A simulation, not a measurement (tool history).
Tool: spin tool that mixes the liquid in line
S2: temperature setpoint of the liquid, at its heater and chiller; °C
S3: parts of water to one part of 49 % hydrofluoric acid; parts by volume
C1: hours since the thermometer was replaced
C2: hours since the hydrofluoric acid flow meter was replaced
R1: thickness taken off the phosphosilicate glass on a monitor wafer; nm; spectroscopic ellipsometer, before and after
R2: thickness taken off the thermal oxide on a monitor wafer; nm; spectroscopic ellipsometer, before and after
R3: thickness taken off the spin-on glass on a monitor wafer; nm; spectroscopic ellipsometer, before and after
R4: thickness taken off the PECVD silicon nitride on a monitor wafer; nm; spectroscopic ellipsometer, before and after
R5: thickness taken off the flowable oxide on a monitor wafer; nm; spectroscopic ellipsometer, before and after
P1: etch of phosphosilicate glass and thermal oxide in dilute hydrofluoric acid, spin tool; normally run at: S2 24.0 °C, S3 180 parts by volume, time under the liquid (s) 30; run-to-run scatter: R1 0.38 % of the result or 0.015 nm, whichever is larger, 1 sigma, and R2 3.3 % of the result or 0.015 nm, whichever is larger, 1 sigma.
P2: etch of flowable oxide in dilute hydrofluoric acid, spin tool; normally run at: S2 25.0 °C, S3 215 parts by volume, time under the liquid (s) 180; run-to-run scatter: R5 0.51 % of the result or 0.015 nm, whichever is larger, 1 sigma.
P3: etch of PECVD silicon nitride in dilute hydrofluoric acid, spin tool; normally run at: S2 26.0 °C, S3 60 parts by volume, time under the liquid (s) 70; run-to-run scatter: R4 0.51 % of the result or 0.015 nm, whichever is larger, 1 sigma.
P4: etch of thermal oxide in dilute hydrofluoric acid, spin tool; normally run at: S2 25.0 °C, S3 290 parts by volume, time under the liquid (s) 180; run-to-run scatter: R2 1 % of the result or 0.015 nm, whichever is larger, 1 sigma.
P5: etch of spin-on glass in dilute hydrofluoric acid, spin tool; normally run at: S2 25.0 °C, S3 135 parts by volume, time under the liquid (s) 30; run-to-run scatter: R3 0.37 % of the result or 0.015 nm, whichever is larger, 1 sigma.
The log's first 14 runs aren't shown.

{"run": 15, "hour": 200.5, "process that ran": "P1", "S2": 31.5, "S3": 180, "time under the liquid (s)": 30, "C1": 713.6, "C2": 831.2, "R1": 27.332, "R2": 0.96605}
{"run": 16, "hour": 212.4, "process that ran": "P4", "S2": 25.0, "S3": 290, "time under the liquid (s)": 75, "C1": 725.5, "C2": 843.1, "R2": 1.0348}
{"run": 17, "hour": 226.9, "process that ran": "P1", "S2": 24.0, "S3": 320, "time under the liquid (s)": 30, "C1": 740.0, "C2": 857.6, "R1": 10.182, "R2": 0.38343}
{"run": 18, "hour": 237.9, "process that ran": "P3", "S2": 26.0, "S3": 30, "time under the liquid (s)": 70, "C1": 751.0, "C2": 868.6, "R4": 13.817}
{"run": 19, "hour": 255.0, "process that ran": "P1", "S2": 24.0, "S3": 180, "time under the liquid (s)": 30, "C1": 768.1, "C2": 885.7, "R1": 20.87, "R2": 0.75184}
{"run": 20, "hour": 267.6, "process that ran": "P5", "S2": 19.5, "S3": 135, "time under the liquid (s)": 30, "C1": 780.7, "C2": 898.3, "R3": 10.13}
{"run": 21, "hour": 284.1, "process that ran": "P5", "S2": 25.0, "S3": 135, "time under the liquid (s)": 30, "C1": 797.2, "C2": 914.8, "R3": 12.556}
{"run": 22, "hour": 297.4, "process that ran": "P1", "S2": 24.0, "S3": 305, "time under the liquid (s)": 60, "C1": 810.5, "C2": 928.1, "R1": 21.572, "R2": 0.81051}
{"run": 23, "hour": 309.7, "process that ran": "P1", "S2": 24.0, "S3": 180, "time under the liquid (s)": 30, "C1": 822.8, "C2": 940.4, "R1": 20.833, "R2": 0.72654}
{"run": 24, "hour": 322.9, "process that ran": "P4", "S2": 25.0, "S3": 500, "time under the liquid (s)": 180, "C1": 836.0, "C2": 953.6, "R2": 1.2176}
{"run": 25, "hour": 331.7, "process that ran": "P3", "S2": 26.0, "S3": 60, "time under the liquid (s)": 70, "C1": 844.8, "C2": 962.4, "R4": 7.0766}
{"run": 26, "hour": 348.8, "process that ran": "P1", "S2": 24.0, "S3": 105, "time under the liquid (s)": 55, "C1": 861.9, "C2": 979.5, "R1": 71.305, "R2": 2.6513}
{"run": 27, "hour": 365.5, "process that ran": "P5", "S2": 25.0, "S3": 135, "time under the liquid (s)": 15, "C1": 878.6, "C2": 996.2, "R3": 6.2969}
{"run": 28, "hour": 376.6, "process that ran": "P2", "S2": 25.0, "S3": 315, "time under the liquid (s)": 180, "C1": 889.7, "C2": 1007.3, "R5": 22.501}
{"run": 29, "hour": 389.7, "process that ran": "P4", "S2": 30.0, "S3": 290, "time under the liquid (s)": 180, "C1": 902.8, "C2": 1020.4, "R2": 2.9376}
{"run": 30, "hour": 398.8, "process that ran": "P1", "S2": 24.0, "S3": 180, "time under the liquid (s)": 15, "C1": 911.9, "C2": 1029.5, "R1": 10.334, "R2": 0.38913}
{"run": 31, "hour": 411.2, "process that ran": "P1", "S2": 24.0, "S3": 180, "time under the liquid (s)": 55, "C1": 924.3, "C2": 1041.9, "R1": 38.019, "R2": 1.3947}
{"run": 32, "hour": 418.8, "process that ran": "P1", "S2": 24.0, "S3": 180, "time under the liquid (s)": 30, "C1": 931.9, "C2": 1049.5, "R1": 20.724, "R2": 0.7258}
{"run": 33, "hour": 435.1, "process that ran": "P1", "S2": 24.0, "S3": 180, "time under the liquid (s)": 30, "C1": 948.2, "C2": 1065.8, "R1": 21.284, "R2": 0.75851}
{"run": 34, "hour": 447.8, "process that ran": "P1", "S2": 24.0, "S3": 180, "time under the liquid (s)": 30, "C1": 960.9, "C2": 1078.5, "R1": 21.53, "R2": 0.77237}
{"run": 35, "hour": 462.2, "process that ran": "P1", "S2": 24.0, "S3": 180, "time under the liquid (s)": 30, "C1": 975.3, "C2": 1092.9, "R1": 21.652, "R2": 0.76529}

Forecast run 36:
{"run": 36, "hour": 471.3, "process that ran": "P1", "S2": 24.0, "S3": 180, "time under the liquid (s)": 30, "C1": 984.4, "C2": 1102.0, "R1": "?", "R2": "?"}

{"run 36": {"R1": 21.878, "R2": 0.77482}}
